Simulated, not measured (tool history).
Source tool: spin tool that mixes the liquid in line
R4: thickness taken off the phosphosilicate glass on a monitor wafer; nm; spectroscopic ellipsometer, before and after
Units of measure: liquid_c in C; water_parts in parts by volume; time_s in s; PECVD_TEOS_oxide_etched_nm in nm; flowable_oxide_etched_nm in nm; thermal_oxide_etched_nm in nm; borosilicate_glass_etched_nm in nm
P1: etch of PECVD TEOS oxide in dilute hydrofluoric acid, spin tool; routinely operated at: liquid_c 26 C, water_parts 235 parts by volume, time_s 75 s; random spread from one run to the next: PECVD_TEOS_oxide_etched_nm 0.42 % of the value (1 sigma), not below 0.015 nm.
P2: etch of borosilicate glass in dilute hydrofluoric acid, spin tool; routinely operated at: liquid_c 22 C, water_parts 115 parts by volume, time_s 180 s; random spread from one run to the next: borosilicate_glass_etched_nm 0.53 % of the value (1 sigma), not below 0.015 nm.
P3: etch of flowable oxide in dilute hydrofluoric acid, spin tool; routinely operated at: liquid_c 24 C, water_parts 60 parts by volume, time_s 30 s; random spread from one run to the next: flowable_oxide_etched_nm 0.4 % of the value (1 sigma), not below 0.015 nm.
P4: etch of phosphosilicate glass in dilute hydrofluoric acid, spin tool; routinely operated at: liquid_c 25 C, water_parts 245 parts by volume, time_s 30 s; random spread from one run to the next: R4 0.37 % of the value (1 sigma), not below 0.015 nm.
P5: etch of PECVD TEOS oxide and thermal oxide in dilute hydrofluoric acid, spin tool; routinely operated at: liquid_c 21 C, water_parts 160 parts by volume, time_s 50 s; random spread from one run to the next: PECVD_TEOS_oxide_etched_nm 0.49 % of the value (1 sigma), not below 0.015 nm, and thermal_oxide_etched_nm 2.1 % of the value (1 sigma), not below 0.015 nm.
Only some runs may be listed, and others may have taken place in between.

{"run": 1, "day": 0.492, "process": "P1", "liquid_c": 26, "water_parts": 235, "time_s": 75, "PECVD_TEOS_oxide_etched_nm": 5.1682}
{"run": 2, "day": 1.025, "process": "P3", "liquid_c": 24, "water_parts": 35, "time_s": 30, "flowable_oxide_etched_nm": 31.445}
{"run": 3, "day": 1.471, "process": "P1", "liquid_c": 26, "water_parts": 235, "time_s": 75, "PECVD_TEOS_oxide_etched_nm": 5.1564}
{"run": 4, "day": 1.988, "process": "P3", "liquid_c": 24, "water_parts": 60, "time_s": 30, "flowable_oxide_etched_nm": 17.757}
{"run": 5, "day": 2.312, "process": "P1", "liquid_c": 26, "water_parts": 65, "time_s": 75, "PECVD_TEOS_oxide_etched_nm": 22.713}
{"run": 6, "day": 2.825, "process": "P3", "liquid_c": 24, "water_parts": 60, "time_s": 15, "flowable_oxide_etched_nm": 8.9004}
{"run": 7, "day": 3.312, "process": "P5", "liquid_c": 17, "water_parts": 160, "time_s": 50, "PECVD_TEOS_oxide_etched_nm": 4.0287, "thermal_oxide_etched_nm": 1.074}
{"run": 8, "day": 3.829, "process": "P1", "liquid_c": 34, "water_parts": 405, "time_s": 75, "PECVD_TEOS_oxide_etched_nm": 3.2203}
{"run": 9, "day": 4.342, "process": "P1", "liquid_c": 26, "water_parts": 235, "time_s": 75, "PECVD_TEOS_oxide_etched_nm": 5.1896}
{"run": 10, "day": 4.875, "process": "P4", "liquid_c": 25, "water_parts": 430, "time_s": 30, "R4": 3.0324}
{"run": 11, "day": 5.354, "process": "P5", "liquid_c": 21, "water_parts": 260, "time_s": 50, "PECVD_TEOS_oxide_etched_nm": 2.6385, "thermal_oxide_etched_nm": 0.64049}
{"run": 12, "day": 5.738, "process": "P3", "liquid_c": 17, "water_parts": 60, "time_s": 30, "flowable_oxide_etched_nm": 13.057}
{"run": 13, "day": 6.158, "process": "P1", "liquid_c": 26, "water_parts": 235, "time_s": 75, "PECVD_TEOS_oxide_etched_nm": 5.1795}
{"run": 14, "day": 6.662, "process": "P4", "liquid_c": 25, "water_parts": 245, "time_s": 15, "R4": 3.1556}
{"run": 15, "day": 6.946, "process": "P2", "liquid_c": 22, "water_parts": 115, "time_s": 180, "borosilicate_glass_etched_nm": 37.734}
{"run": 16, "day": 7.371, "process": "P1", "liquid_c": 26, "water_parts": 235, "time_s": 75, "PECVD_TEOS_oxide_etched_nm": 5.1875}
{"run": 17, "day": 7.729, "process": "P2", "liquid_c": 17, "water_parts": 115, "time_s": 180, "borosilicate_glass_etched_nm": 30.266}
{"run": 18, "day": 7.983, "process": "P2", "liquid_c": 22, "water_parts": 115, "time_s": 180, "borosilicate_glass_etched_nm": 38.059}
{"run": 19, "day": 8.221, "process": "P1", "liquid_c": 26, "water_parts": 235, "time_s": 30, "PECVD_TEOS_oxide_etched_nm": 2.0653}
{"run": 20, "day": 8.667, "process": "P1", "liquid_c": 26, "water_parts": 235, "time_s": 140, "PECVD_TEOS_oxide_etched_nm": 9.6557}
{"run": 21, "day": 9.104, "process": "P1", "liquid_c": 26, "water_parts": 235, "time_s": 75, "PECVD_TEOS_oxide_etched_nm": 5.17}
{"run": 22, "day": 9.35, "process": "P5", "liquid_c": 21, "water_parts": 160, "time_s": 80, "PECVD_TEOS_oxide_etched_nm": 7.571, "thermal_oxide_etched_nm": 1.9596}
{"run": 23, "day": 9.688, "process": "P1", "liquid_c": 21, "water_parts": 235, "time_s": 75, "PECVD_TEOS_oxide_etched_nm": 4.3398}
{"run": 24, "day": 10.104, "process": "P4", "liquid_c": 25, "water_parts": 245, "time_s": 30, "R4": 6.3412}
{"run": 25, "day": 10.562, "process": "P1", "liquid_c": 26, "water_parts": 370, "time_s": 75, "PECVD_TEOS_oxide_etched_nm": 2.8617}
{"run": 26, "day": 11.1, "process": "P1", "liquid_c": 26, "water_parts": 235, "time_s": 75, "PECVD_TEOS_oxide_etched_nm": 5.1918}
{"run": 27, "day": 11.604, "process": "P2", "liquid_c": 22, "water_parts": 215, "time_s": 180, "borosilicate_glass_etched_nm": 18.005}
{"run": 28, "day": 12.108, "process": "P1", "liquid_c": 34, "water_parts": 235, "time_s": 75, "PECVD_TEOS_oxide_etched_nm": 6.7828}
{"run": 29, "day": 12.596, "process": "P5", "liquid_c": 21, "water_parts": 160, "time_s": 50, "PECVD_TEOS_oxide_etched_nm": 4.6916, "thermal_oxide_etched_nm": 1.2233}
{"run": 30, "day": 13.033, "process": "P2", "liquid_c": 22, "water_parts": 115, "time_s": 90, "borosilicate_glass_etched_nm": 18.885}
{"run": 31, "day": 13.35, "process": "P4", "liquid_c": 33, "water_parts": 245, "time_s": 30, "R4": 8.3261}
{"run": 32, "day": 13.792, "process": "P1", "liquid_c": 26, "water_parts": 235, "time_s": 75, "PECVD_TEOS_oxide_etched_nm": 5.2039}
{"run": 33, "day": 14.171, "process": "P1", "liquid_c": 26, "water_parts": 235, "time_s": 75, "PECVD_TEOS_oxide_etched_nm": 4.9241}
{"run": 34, "day": 14.538, "process": "P1", "liquid_c": 26, "water_parts": 235, "time_s": 75, "PECVD_TEOS_oxide_etched_nm": 4.8731}
{"run": 35, "day": 14.8, "process": "P1", "liquid_c": 26, "water_parts": 235, "time_s": 75, "PECVD_TEOS_oxide_etched_nm": 4.7841}
{"run": 36, "day": 15.171, "process": "P1", "liquid_c": 26, "water_parts": 235, "time_s": 75, "PECVD_TEOS_oxide_etched_nm": 4.7672}
{"run": 37, "day": 15.579, "process": "P1", "liquid_c": 26, "water_parts": 235, "time_s": 75, "PECVD_TEOS_oxide_etched_nm": 4.7623}
{"run": 38, "day": 15.933, "process": "P1", "liquid_c": 26, "water_parts": 235, "time_s": 75, "PECVD_TEOS_oxide_etched_nm": 4.6979}
{"run": 39, "day": 16.183, "process": "P1", "liquid_c": 26, "water_parts": 235, "time_s": 75, "PECVD_TEOS_oxide_etched_nm": 4.7719}

P1 has crept away from where it was. The log is fitted equally well by each of these 2 causes, at the sizes shown:
A: liquid colder than its thermometer reads (K) = 2.44
B: hydrofluoric acid flow below the setpoint (%) = 6.7
The process output started creeping at around day 13.792.

Of the 4 check runs below, each run on 2 wafers with the results averaged and each result still a question mark, which one would tell the listed causes apart?
{"run": "check 1", "day": 16.433, "process": "P3", "liquid_c": 17.5, "water_parts": 60, "time_s": 15, "flowable_oxide_etched_nm": "?"}
{"run": "check 2", "day": 16.433, "process": "P4", "liquid_c": 31.5, "water_parts": 245, "time_s": 15, "R4": "?"}
{"run": "check 3", "day": 16.433, "process": "P2", "liquid_c": 22.0, "water_parts": 210, "time_s": 180, "borosilicate_glass_etched_nm": "?"}
{"run": "check 4", "day": 16.433, "process": "P5", "liquid_c": 21.0, "water_parts": 255, "time_s": 50, "PECVD_TEOS_oxide_etched_nm": "?", "thermal_oxide_etched_nm": "?"}

Predicted outcomes, by check and by cause:
check=check_1 result=flowable_oxide_etched_nm if_A=6.0505 if_B=6.2465
check=check_2 result=R4 if_A=3.6628 if_B=3.6302
check=check_3 result=borosilicate_glass_etched_nm if_A=16.955 if_B=17.097
check=check_4 result=PECVD_TEOS_oxide_etched_nm if_A=2.4635 if_B=2.4757
check=check_4 result=thermal_oxide_etched_nm if_A=0.64000 if_B=0.64318
Separation of the two closest causes in each check, using whichever result separates them best: check 1 3.19 %; check 2 0.89 %; check 3 0.83 %; check 4 0.49 %
Check 1 tells the causes apart: in the others they would give nearly the same result.

Then check 1 was run and gave: flowable_oxide_etched_nm 6.0552 nm. Which cause is it?

The cause is A: liquid colder than its thermometer reads (K).
